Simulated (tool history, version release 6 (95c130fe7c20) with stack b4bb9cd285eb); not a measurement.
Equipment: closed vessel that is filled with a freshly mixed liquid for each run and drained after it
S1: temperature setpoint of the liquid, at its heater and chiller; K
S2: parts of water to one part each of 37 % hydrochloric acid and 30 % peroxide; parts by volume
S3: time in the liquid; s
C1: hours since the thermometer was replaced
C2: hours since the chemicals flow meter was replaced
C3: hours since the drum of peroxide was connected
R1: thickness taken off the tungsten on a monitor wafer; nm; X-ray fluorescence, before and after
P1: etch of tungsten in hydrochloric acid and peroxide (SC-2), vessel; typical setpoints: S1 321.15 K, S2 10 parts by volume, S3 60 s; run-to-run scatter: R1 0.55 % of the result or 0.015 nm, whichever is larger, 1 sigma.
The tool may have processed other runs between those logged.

run  hour      S1    S2   S3      C1     C2     C3      R1
  1   3.1  321.15    10   60  1070.2  512.8    642  9.1844
  2   8.2  321.15    10   60  1075.3  517.9  647.1  9.1757
  3  13.4  321.15    10   60  1080.5  523.1  652.3  9.2243
  4  15.9  321.15     4   30    1083  525.6  654.8  9.3146
  5  20.5  308.15  14.5   60  1087.6  530.2  659.4  2.6964
  6  23.9  309.65     4   60    1091  533.6  662.8   8.214
  7  28.9  321.15    10   60    1096  538.6  667.8  9.2156
  8  31.5  336.65    10   60  1098.6  541.2  670.4  24.869
  9    35  321.15  17.5   60  1102.1  544.7  673.9  5.7083
 10  37.8  308.15    10   60  1104.9  547.5  676.7  3.6695
 11  42.3  321.15    10   30  1109.4    552  681.2  4.6092
 12  46.7  321.15    10   60  1113.8  556.4  685.6  9.2289
 13  52.1  321.15    10  110  1119.2  561.8    691  16.744
 14  55.7  321.15     4   60  1122.8  565.4  694.6   18.48
 15  58.5  321.15    10   60  1125.6  568.2  697.4    9.16
 16  63.2  321.15    10   60  1130.3  572.9  702.1  9.1853
 17  67.6  321.15    10   60  1134.7  577.3  706.5  9.4528
 18  72.2  321.15    10   60  1139.3  581.9  711.1  9.7941
 19  76.2  321.15    10   60  1143.3  585.9  715.1  9.8455
 20  81.4  321.15    10   60  1148.5  591.1  720.3  9.8282
 21  84.1  321.15    10   60  1151.2  593.8    723  9.9205
 22  88.7  321.15    10   60  1155.8  598.4  727.6  10.009
 23  92.3  321.15    10   60  1159.4    602  731.2  10.019

P1 no longer gives what it gave before; its output has crept away from where it was. The following 2 causes, each at its listed size, fit the log equally well:
A: liquid hotter than its thermometer reads (K) = 1.17
B: chemicals flow above the setpoint (%) = 9.93
The onset of the drift is placed at about hour 63.2.
Why every other cause is out:
peroxide weaker than its label (%): cannot exceed 8; that much would move R1 by -7.4 %, which falls short of the creep or goes against it

Of the 4 check runs below, each run on 5 wafers with the results averaged and each result still a question mark, which one would tell the listed causes apart?
check 1  95.9  315.15    10  100               ?
check 2  95.9  321.15  17.5   80               ?
check 3  95.9  311.15     4   60               ?
check 4  95.9  332.15    10  110               ?

If the cause were each of the candidates in turn, the checks would give the following:
  check  result    if A    if B
check 1      R1  11.001  10.962
check 2      R1  8.1584  8.2063
check 3      R1  9.9579  9.7434
check 4      R1  37.185  37.358
How far apart the two closest causes lie, in the result that separates them most: check 1 0.35 %; check 2 0.59 %; check 3 2.18 %; check 4 0.47 %
Only in check 3 would the causes give clearly different results; in the remaining checks their results would be nearly the same.

With check 3 done, the readings were: R1 9.9855 nm. Identify which of the listed causes applies.

The cause is A: liquid hotter than its thermometer reads (K).

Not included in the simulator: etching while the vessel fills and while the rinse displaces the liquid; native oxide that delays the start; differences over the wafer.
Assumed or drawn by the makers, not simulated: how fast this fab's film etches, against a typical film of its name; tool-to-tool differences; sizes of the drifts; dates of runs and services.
